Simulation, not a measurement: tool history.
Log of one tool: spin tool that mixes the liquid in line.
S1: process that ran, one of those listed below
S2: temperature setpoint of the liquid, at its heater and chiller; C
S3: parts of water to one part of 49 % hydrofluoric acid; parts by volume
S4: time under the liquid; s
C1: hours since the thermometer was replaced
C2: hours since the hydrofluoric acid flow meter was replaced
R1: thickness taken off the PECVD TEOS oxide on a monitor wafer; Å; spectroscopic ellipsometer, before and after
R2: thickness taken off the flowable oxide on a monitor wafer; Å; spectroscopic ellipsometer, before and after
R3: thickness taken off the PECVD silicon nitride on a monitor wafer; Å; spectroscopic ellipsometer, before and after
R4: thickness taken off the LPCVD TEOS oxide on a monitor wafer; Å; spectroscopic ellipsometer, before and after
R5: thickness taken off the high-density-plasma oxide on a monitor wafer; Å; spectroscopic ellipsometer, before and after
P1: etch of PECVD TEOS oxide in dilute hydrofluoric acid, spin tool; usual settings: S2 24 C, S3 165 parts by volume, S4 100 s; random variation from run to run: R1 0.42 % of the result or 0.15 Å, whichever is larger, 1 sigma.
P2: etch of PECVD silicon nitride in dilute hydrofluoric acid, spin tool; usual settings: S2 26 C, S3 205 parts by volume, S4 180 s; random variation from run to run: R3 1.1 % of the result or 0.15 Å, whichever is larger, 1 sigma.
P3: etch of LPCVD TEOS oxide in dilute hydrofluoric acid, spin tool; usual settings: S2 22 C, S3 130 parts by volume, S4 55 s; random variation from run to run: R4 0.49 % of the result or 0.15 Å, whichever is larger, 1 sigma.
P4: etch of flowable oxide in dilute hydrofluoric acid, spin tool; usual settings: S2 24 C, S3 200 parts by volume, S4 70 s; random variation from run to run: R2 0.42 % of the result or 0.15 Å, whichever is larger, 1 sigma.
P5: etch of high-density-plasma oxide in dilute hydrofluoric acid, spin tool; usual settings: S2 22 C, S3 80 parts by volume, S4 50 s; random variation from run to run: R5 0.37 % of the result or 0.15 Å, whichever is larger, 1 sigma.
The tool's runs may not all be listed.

run   hour  S1    S2   S3   S4      C1     C2      R1      R2      R3      R4      R5
  1   14.3  P1    24  165  100  1152.8  118.8  72.451
  2   27.6  P4    17  200   70  1166.1  132.1          61.431
  3     46  P1    24  165  100  1184.5  150.5  71.729
  4   54.1  P2    26  205  180  1192.6  158.6                   24.41
  5   71.9  P1    24  290  100  1210.4  176.4   36.22
  6   81.7  P3    22  130   15  1220.2  186.2                          18.115
  7   90.2  P1    24  165  100  1228.7  194.7  72.879
  8  106.4  P1    24  165  100  1244.9  210.9  71.959
  9    124  P3    30  130   55  1262.5  228.5                          90.106
 10  142.2  P4    24  200   70  1280.7  246.7          80.639
 11  160.5  P4    24  200  115    1299    265          132.77
 12  171.4  P2    26   50  180  1309.9  275.9                  99.401
 13  185.1  P1    24  165  100  1323.6  289.6  72.292
 14  200.7  P5    22   80   15  1339.2  305.2                                  19.393
 15  215.6  P1    18  165  100  1354.1  320.1  56.967
 16  227.8  P1    24  165  100  1366.3  332.3  72.226
 17  244.8  P4    24  295   70  1383.3  349.3          50.185
 18  257.5  P1    31   70  100    1396    362  249.81
 19  271.8  P1    24  165  160  1410.3  376.3  116.31
 20    288  P1    30  250  100  1426.5  392.5    53.4
 21    298  P1    24  165   30  1436.5  402.5  21.578
 22  310.1  P5  27.5   80   50  1448.6  414.6                                  81.263
 23  328.2  P5    22  140   50  1466.7  432.7                                  34.877
 24  338.1  P1    24  235  180  1476.6  442.6  84.197
 25  351.1  P2    26  205  345  1489.6  455.6                   46.43
 26  362.2  P1    24   45  100  1500.7  466.7  307.01
 27  380.1  P1    29  165  100  1518.6  484.6  86.289
 28  397.1  P5    22   80   50  1535.6  501.6                                  65.286
 29  407.6  P2  31.5  205  180  1546.1  512.1                  33.921
 30  424.2  P2    26  205  180  1562.7  528.7                  24.123
 31  435.6  P3    22   25   55  1574.1  540.1                          395.45
 32  447.5  P3    22  130   55    1586    552                          66.538
 33  465.1  P1    24  165  100  1603.6  569.6  72.498
 34  480.7  P1    24  165  100  1619.2  585.2  72.858
 35  494.1  P1    24  165  100  1632.6  598.6  73.593
 36  502.6  P1    24  165  100  1641.1  607.1  75.131
 37  520.7  P1    24  165  100  1659.2  625.2  76.784
 38  535.6  P1    24  165  100  1674.1  640.1  75.958
 39  545.9  P1    24  165  100  1684.4  650.4  76.932
 40  554.3  P1    24  165  100  1692.8  658.8  76.757
 41  568.2  P1    24  165  100  1706.7  672.7   77.04
 42  585.8  P1    24  165  100  1724.3  690.3  77.723
 43    596  P1    24  165  100  1734.5  700.5  77.526
 44    607  P1    24  165  100  1745.5  711.5  78.135
 45    622  P1    24  165  100  1760.5  726.5  78.018

What P1 gives has crept away from where it was. These 2 causes fit the log equally well, each at the size given:
A: hydrofluoric acid flow above the setpoint (%) = 6.54
B: liquid hotter than its thermometer reads (K) = 2
The creep began at about hour 480.7.

4 check runs are offered, each on 2 wafers whose results are averaged, their results left as question marks. Which one tells the causes apart?
check 1   637  P3  29  130   55                       ?
check 2   637  P4  19  200   70               ?
check 3   637  P2  26   70  290                   ?
check 4   637  P5  22  140   50                           ?

What each check would give under each cause:
  check  result    if A    if B
check 1      R4  93.948  93.868
check 2      R2  72.149  72.294
check 3      R3  120.45  128.91
check 4      R5  37.567  37.751
How far apart the two closest causes lie, in the result that separates them most: check 1 0.08 %; check 2 0.2 %; check 3 6.79 %; check 4 0.49 %
Only check 3 tells the causes apart: in the others they would give nearly the same result.

Check 3 was then run and gave: R3 129.02 Å. Which cause is it?

It is B: liquid hotter than its thermometer reads (K).

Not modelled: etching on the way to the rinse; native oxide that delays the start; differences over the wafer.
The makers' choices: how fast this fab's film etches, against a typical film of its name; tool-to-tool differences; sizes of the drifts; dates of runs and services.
